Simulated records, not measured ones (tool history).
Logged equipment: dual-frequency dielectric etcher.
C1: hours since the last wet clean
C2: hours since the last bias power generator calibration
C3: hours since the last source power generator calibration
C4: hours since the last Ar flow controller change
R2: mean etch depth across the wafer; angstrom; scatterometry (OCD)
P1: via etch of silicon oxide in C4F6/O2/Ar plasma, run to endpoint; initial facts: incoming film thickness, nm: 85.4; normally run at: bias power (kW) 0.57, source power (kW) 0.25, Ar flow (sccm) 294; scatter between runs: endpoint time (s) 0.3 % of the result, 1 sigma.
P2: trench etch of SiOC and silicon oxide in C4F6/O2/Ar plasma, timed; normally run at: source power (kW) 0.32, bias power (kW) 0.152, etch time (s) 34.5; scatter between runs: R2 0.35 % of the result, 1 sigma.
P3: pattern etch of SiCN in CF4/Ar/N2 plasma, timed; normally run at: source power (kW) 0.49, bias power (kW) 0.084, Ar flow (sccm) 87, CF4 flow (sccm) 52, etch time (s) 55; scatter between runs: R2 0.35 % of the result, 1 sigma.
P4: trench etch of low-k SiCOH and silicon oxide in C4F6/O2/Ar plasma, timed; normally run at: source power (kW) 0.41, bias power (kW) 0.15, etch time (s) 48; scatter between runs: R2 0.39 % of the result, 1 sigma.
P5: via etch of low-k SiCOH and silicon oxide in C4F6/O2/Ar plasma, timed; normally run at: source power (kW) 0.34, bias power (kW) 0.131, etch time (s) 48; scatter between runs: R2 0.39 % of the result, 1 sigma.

run 1 day=0.204 | process_that_ran=P1 bias_power_(kW)=0.57 source_power_(kW)=0.25 Ar_flow_(sccm)=294 | C1=281.4 C2=3094 C3=1424 C4=1266.4 | endpoint_time_(s)=21.274
run 2 day=0.367 | process_that_ran=P5 bias_power_(kW)=0.131 source_power_(kW)=0.34 etch_time_(s)=36.5 | C1=285.3 C2=3097.9 C3=1427.9 C4=1270.3 | R2=816.75
run 3 day=0.583 | process_that_ran=P1 bias_power_(kW)=0.57 source_power_(kW)=0.25 Ar_flow_(sccm)=294 | C1=290.5 C2=3103.1 C3=1433.1 C4=1275.5 | endpoint_time_(s)=21.301
run 4 day=0.729 | process_that_ran=P3 bias_power_(kW)=0.084 source_power_(kW)=0.49 Ar_flow_(sccm)=87 etch_time_(s)=55 CF4_flow_(sccm)=52 | C1=294 C2=3106.6 C3=1436.6 C4=1279 | R2=511.5
run 5 day=0.896 | process_that_ran=P2 bias_power_(kW)=0.152 source_power_(kW)=0.32 etch_time_(s)=34.5 | C1=298 C2=3110.6 C3=1440.6 C4=1283 | R2=579.37
run 6 day=1.15 | process_that_ran=P3 bias_power_(kW)=0.084 source_power_(kW)=0.68 Ar_flow_(sccm)=87 etch_time_(s)=55 CF4_flow_(sccm)=52 | C1=304.1 C2=3116.7 C3=1446.7 C4=1289.1 | R2=681.34
run 7 day=1.388 | process_that_ran=P3 bias_power_(kW)=0.084 source_power_(kW)=0.49 Ar_flow_(sccm)=87 etch_time_(s)=55 CF4_flow_(sccm)=68 | C1=309.8 C2=3122.4 C3=1452.4 C4=1294.8 | R2=531.18
run 8 day=1.646 | process_that_ran=P1 bias_power_(kW)=0.57 source_power_(kW)=0.25 Ar_flow_(sccm)=392 | C1=316 C2=3128.6 C3=1458.6 C4=1301 | endpoint_time_(s)=21.981
run 9 day=1.862 | process_that_ran=P4 bias_power_(kW)=0.15 source_power_(kW)=0.25 etch_time_(s)=48 | C1=321.2 C2=3133.8 C3=1463.8 C4=1306.2 | R2=1235.2
run 10 day=2.021 | process_that_ran=P1 bias_power_(kW)=0.57 source_power_(kW)=0.25 Ar_flow_(sccm)=294 | C1=325 C2=3137.6 C3=1467.6 C4=1310 | endpoint_time_(s)=21.29
run 11 day=2.162 | process_that_ran=P3 bias_power_(kW)=0.084 source_power_(kW)=0.49 Ar_flow_(sccm)=87 etch_time_(s)=71.5 CF4_flow_(sccm)=52 | C1=328.4 C2=3141 C3=1471 C4=1313.4 | R2=670.8
-- day=2.25 source power generator calibrated
run 12 day=2.425 | process_that_ran=P4 bias_power_(kW)=0.15 source_power_(kW)=0.41 etch_time_(s)=34 | C1=334.7 C2=3147.3 C3=4.2 C4=1319.7 | R2=1066.6
run 13 day=2.596 | process_that_ran=P5 bias_power_(kW)=0.085 source_power_(kW)=0.34 etch_time_(s)=48 | C1=338.8 C2=3151.4 C3=8.3 C4=1323.8 | R2=942.39
run 14 day=2.721 | process_that_ran=P1 bias_power_(kW)=0.399 source_power_(kW)=0.25 Ar_flow_(sccm)=294 | C1=341.8 C2=3154.4 C3=11.3 C4=1326.8 | endpoint_time_(s)=24.432
run 15 day=2.971 | process_that_ran=P2 bias_power_(kW)=0.152 source_power_(kW)=0.21 etch_time_(s)=34.5 | C1=347.8 C2=3160.4 C3=17.3 C4=1332.8 | R2=492.07
run 16 day=3.229 | process_that_ran=P1 bias_power_(kW)=0.57 source_power_(kW)=0.25 Ar_flow_(sccm)=294 | C1=354 C2=3166.6 C3=23.5 C4=1339 | endpoint_time_(s)=21.246
run 17 day=3.358 | process_that_ran=P1 bias_power_(kW)=0.787 source_power_(kW)=0.25 Ar_flow_(sccm)=389 | C1=357.1 C2=3169.7 C3=26.6 C4=1342.1 | endpoint_time_(s)=19.342
run 18 day=3.608 | process_that_ran=P1 bias_power_(kW)=0.57 source_power_(kW)=0.33 Ar_flow_(sccm)=294 | C1=363.1 C2=3175.7 C3=32.6 C4=1348.1 | endpoint_time_(s)=19.214
run 19 day=3.762 | process_that_ran=P4 bias_power_(kW)=0.15 source_power_(kW)=0.41 etch_time_(s)=48 | C1=366.8 C2=3179.4 C3=36.3 C4=1351.8 | R2=1492.5
run 20 day=3.9 | process_that_ran=P5 bias_power_(kW)=0.131 source_power_(kW)=0.34 etch_time_(s)=48 | C1=370.1 C2=3182.7 C3=39.6 C4=1355.1 | R2=1055.3
run 21 day=4.067 | process_that_ran=P1 bias_power_(kW)=0.57 source_power_(kW)=0.25 Ar_flow_(sccm)=294 | C1=374.1 C2=3186.7 C3=43.6 C4=1359.1 | endpoint_time_(s)=21.306
run 22 day=4.308 | process_that_ran=P2 bias_power_(kW)=0.108 source_power_(kW)=0.32 etch_time_(s)=34.5 | C1=379.9 C2=3192.5 C3=49.4 C4=1364.9 | R2=522.27
run 23 day=4.433 | process_that_ran=P4 bias_power_(kW)=0.097 source_power_(kW)=0.41 etch_time_(s)=48 | C1=382.9 C2=3195.5 C3=52.4 C4=1367.9 | R2=1316.5
run 24 day=4.675 | process_that_ran=P3 bias_power_(kW)=0.084 source_power_(kW)=0.49 Ar_flow_(sccm)=52 etch_time_(s)=55 CF4_flow_(sccm)=52 | C1=388.7 C2=3201.3 C3=58.2 C4=1373.7 | R2=546.82
run 25 day=4.942 | process_that_ran=P1 bias_power_(kW)=0.687 source_power_(kW)=0.25 Ar_flow_(sccm)=294 | C1=395.1 C2=3207.7 C3=64.6 C4=1380.1 | endpoint_time_(s)=19.804
run 26 day=5.196 | process_that_ran=P1 bias_power_(kW)=0.57 source_power_(kW)=0.17 Ar_flow_(sccm)=294 | C1=401.2 C2=3213.8 C3=70.7 C4=1386.2 | endpoint_time_(s)=24.471
run 27 day=5.346 | process_that_ran=P1 bias_power_(kW)=0.57 source_power_(kW)=0.25 Ar_flow_(sccm)=176 | C1=404.8 C2=3217.4 C3=74.3 C4=1389.8 | endpoint_time_(s)=20.03
-- day=5.379 wet clean of the chamber
run 28 day=5.538 | process_that_ran=P2 bias_power_(kW)=0.152 source_power_(kW)=0.32 etch_time_(s)=50.5 | C1=3.8 C2=3222 C3=78.9 C4=1394.4 | R2=850.17
run 29 day=5.675 | process_that_ran=P3 bias_power_(kW)=0.059 source_power_(kW)=0.49 Ar_flow_(sccm)=87 etch_time_(s)=55 CF4_flow_(sccm)=52 | C1=7.1 C2=3225.3 C3=82.2 C4=1397.7 | R2=452.14
run 30 day=5.833 | process_that_ran=P5 bias_power_(kW)=0.131 source_power_(kW)=0.22 etch_time_(s)=48 | C1=10.9 C2=3229.1 C3=86 C4=1401.5 | R2=892.53
run 31 day=5.992 | process_that_ran=P1 bias_power_(kW)=0.57 source_power_(kW)=0.25 Ar_flow_(sccm)=294 | C1=14.7 C2=3232.9 C3=89.8 C4=1405.3 | endpoint_time_(s)=21.304
run 32 day=6.117 | process_that_ran=P1 bias_power_(kW)=0.57 source_power_(kW)=0.25 Ar_flow_(sccm)=294 | C1=17.7 C2=3235.9 C3=92.8 C4=1408.3 | endpoint_time_(s)=20.969
run 33 day=6.246 | process_that_ran=P1 bias_power_(kW)=0.57 source_power_(kW)=0.25 Ar_flow_(sccm)=294 | C1=20.8 C2=3239 C3=95.9 C4=1411.4 | endpoint_time_(s)=21.184
run 34 day=6.429 | process_that_ran=P1 bias_power_(kW)=0.57 source_power_(kW)=0.25 Ar_flow_(sccm)=294 | C1=25.2 C2=3243.4 C3=100.3 C4=1415.8 | endpoint_time_(s)=21.078
-- day=6.446 wet clean of the chamber
run 35 day=6.617 | process_that_ran=P1 bias_power_(kW)=0.57 source_power_(kW)=0.25 Ar_flow_(sccm)=294 | C1=4.2 C2=3247.9 C3=104.8 C4=1420.3 | endpoint_time_(s)=20.997
-- day=6.654 Ar flow controller replaced
run 36 day=6.738 | process_that_ran=P1 bias_power_(kW)=0.57 source_power_(kW)=0.25 Ar_flow_(sccm)=294 | C1=7.1 C2=3250.8 C3=107.7 C4=2 | endpoint_time_(s)=20.871
run 37 day=6.929 | process_that_ran=P1 bias_power_(kW)=0.57 source_power_(kW)=0.25 Ar_flow_(sccm)=294 | C1=11.7 C2=3255.4 C3=112.3 C4=6.6 | endpoint_time_(s)=21.083
run 38 day=7.096 | process_that_ran=P1 bias_power_(kW)=0.57 source_power_(kW)=0.25 Ar_flow_(sccm)=294 | C1=15.7 C2=3259.4 C3=116.3 C4=10.6 | endpoint_time_(s)=20.961

Something has made what P1 gives creep away from where it was; the 2 causes below, each at its own stated size, fit the log equally well:
A: source power that arrives over what is set, % = 4.27
B: bias power that arrives over what is set, % = 3.98
The gradual shift began around day 5.992.
Ruled out, with reasons:
chamber walls in a state that raises the etch rate, %: work on it at day 6.446, done after the drift set in, did not restore what the process gave before
Ar flow that arrives under what is set, %: work on it at day 6.654, done after the drift set in, did not restore what the process gave before

Which of the 4 check runs listed below, each an average over 2 wafers with its results shown as question marks, gives clearly different results under the different listed causes?
run check 1 day=7.262 | process_that_ran=P4 bias_power_(kW)=0.125 source_power_(kW)=0.25 etch_time_(s)=48 | R2=?
run check 2 day=7.262 | process_that_ran=P2 bias_power_(kW)=0.152 source_power_(kW)=0.25 etch_time_(s)=43 | R2=?
run check 3 day=7.262 | process_that_ran=P5 bias_power_(kW)=0.109 source_power_(kW)=0.26 etch_time_(s)=48 | R2=?
run check 4 day=7.262 | process_that_ran=P3 bias_power_(kW)=0.084 source_power_(kW)=0.67 Ar_flow_(sccm)=87 etch_time_(s)=55 CF4_flow_(sccm)=52 | R2=?

Check results expected under each cause:
check=check_1 result=R2 if_A=1184.2 if_B=1178.7
check=check_2 result=R2 if_A=665.76 if_B=663.17
check=check_3 result=R2 if_A=920.33 if_B=915.51
check=check_4 result=R2 if_A=699 if_B=683.36
Distance between the nearest two causes, measured in the result of the check that separates them most: check 1 0.47 %; check 2 0.39 %; check 3 0.53 %; check 4 2.26 %
The other checks would show nearly matching results whichever cause is true, so check 4 is the only one that separates the causes.

Running check 4 produced the following: R2 700.01 angstrom. Which one of the listed causes fits?

Of the candidate causes, it is A: source power that arrives over what is set, %.
